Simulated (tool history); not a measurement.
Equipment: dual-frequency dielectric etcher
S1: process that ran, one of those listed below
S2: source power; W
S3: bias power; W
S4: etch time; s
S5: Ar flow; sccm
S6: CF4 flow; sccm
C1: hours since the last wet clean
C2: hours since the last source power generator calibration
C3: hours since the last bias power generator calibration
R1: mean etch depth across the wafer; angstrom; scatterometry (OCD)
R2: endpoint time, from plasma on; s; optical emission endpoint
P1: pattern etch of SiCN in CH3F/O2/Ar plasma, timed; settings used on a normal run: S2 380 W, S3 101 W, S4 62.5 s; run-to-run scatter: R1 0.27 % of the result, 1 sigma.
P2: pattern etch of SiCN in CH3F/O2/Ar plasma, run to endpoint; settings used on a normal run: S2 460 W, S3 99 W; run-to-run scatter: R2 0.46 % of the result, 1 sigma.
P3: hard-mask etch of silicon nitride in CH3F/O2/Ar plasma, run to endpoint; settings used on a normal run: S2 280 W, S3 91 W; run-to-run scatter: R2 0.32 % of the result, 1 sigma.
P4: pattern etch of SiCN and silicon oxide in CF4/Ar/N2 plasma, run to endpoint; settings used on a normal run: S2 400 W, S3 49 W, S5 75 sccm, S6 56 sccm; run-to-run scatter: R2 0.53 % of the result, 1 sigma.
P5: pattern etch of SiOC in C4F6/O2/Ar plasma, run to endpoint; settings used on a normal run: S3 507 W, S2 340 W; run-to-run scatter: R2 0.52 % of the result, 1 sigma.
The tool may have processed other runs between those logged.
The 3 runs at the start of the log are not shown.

Run 4, hour 23.5: S1 P1, S2 380 W, S3 140 W, S4 62.5 s; C1 310.6; C2 1514.2; C3 1530.3. Result: R1 295.4 angstrom.
Run 5, hour 28.3: S1 P1, S2 380 W, S3 101 W, S4 34.5 s; C1 315.4; C2 1519; C3 1535.1. Result: R1 143.72 angstrom.
Run 6, hour 34.8: S1 P5, S2 340 W, S3 714 W; C1 321.9; C2 1525.5; C3 1541.6. Result: R2 11.629 s.
Run 7, hour 40.8: S1 P1, S2 380 W, S3 101 W, S4 62.5 s; C1 327.9; C2 1531.5; C3 1547.6. Result: R1 261.5 angstrom.
Run 8, hour 46.6: S1 P3, S2 280 W, S3 111 W; C1 333.7; C2 1537.3; C3 1553.4. Result: R2 71.402 s.
Run 9, hour 51.4: S1 P2, S2 460 W, S3 118 W; C1 338.5; C2 1542.1; C3 1558.2. Result: R2 24.935 s.
Run 10, hour 59.1: S1 P4, S2 280 W, S3 49 W, S5 75 sccm, S6 56 sccm; C1 346.2; C2 1549.8; C3 1565.9. Result: R2 31.233 s.
Run 11, hour 65.3: S1 P1, S2 290 W, S3 101 W, S4 86 s; C1 352.4; C2 1556; C3 1572.1. Result: R1 323.61 angstrom.
Run 12, hour 70.3: S1 P1, S2 380 W, S3 101 W, S4 62.5 s; C1 357.4; C2 1561; C3 1577.1. Result: R1 260.67 angstrom.
Run 13, hour 75.8: S1 P1, S2 380 W, S3 101 W, S4 62.5 s; C1 362.9; C2 1566.5; C3 1582.6. Result: R1 261.19 angstrom.
Run 14, hour 83.5: S1 P2, S2 340 W, S3 99 W; C1 370.6; C2 1574.2; C3 1590.3. Result: R2 29.583 s.
Run 15, hour 89.8: S1 P3, S2 280 W, S3 91 W; C1 376.9; C2 1580.5; C3 1596.6. Result: R2 76.816 s.
Run 16, hour 94.8: S1 P2, S2 460 W, S3 99 W; C1 381.9; C2 1585.5; C3 1601.6. Result: R2 26.827 s.
Run 17, hour 100.2: S1 P5, S2 270 W, S3 507 W; C1 387.3; C2 1590.9; C3 1607. Result: R2 14.652 s.
Run 18, hour 109.4: S1 P1, S2 380 W, S3 101 W, S4 62.5 s; C1 396.5; C2 1600.1; C3 1616.2. Result: R1 260.44 angstrom.
Run 19, hour 117.3: S1 P1, S2 380 W, S3 101 W, S4 90 s; C1 404.4; C2 1608; C3 1624.1. Result: R1 376.53 angstrom.
Run 20, hour 123.2: S1 P1, S2 380 W, S3 101 W, S4 62.5 s; C1 410.3; C2 1613.9; C3 1630. Result: R1 260.28 angstrom.
Run 21, hour 131.2: S1 P4, S2 400 W, S3 49 W, S5 49 sccm, S6 56 sccm; C1 418.3; C2 1621.9; C3 1638. Result: R2 21.332 s.
Run 22, hour 140: S1 P1, S2 380 W, S3 63 W, S4 62.5 s; C1 427.1; C2 1630.7; C3 1646.8. Result: R1 220.11 angstrom.
Run 23, hour 146: S1 P3, S2 280 W, S3 91 W; C1 433.1; C2 1636.7; C3 1652.8. Result: R2 76.492 s.
Run 24, hour 154.1: S1 P4, S2 400 W, S3 49 W, S5 75 sccm, S6 56 sccm; C1 441.2; C2 1644.8; C3 1660.9. Result: R2 22.63 s.
Run 25, hour 163.2: S1 P1, S2 480 W, S3 101 W, S4 62.5 s; C1 450.3; C2 1653.9; C3 1670. Result: R1 283.35 angstrom.

What does the tool deliver on the next run?
Run 26, hour 168: S1 P1, S2 380 W, S3 132 W, S4 42.5 s; C1 455.1; C2 1658.7; C3 1674.8. Result: R1 ?.

For run 26 the tool returned R1 196.27 angstrom.
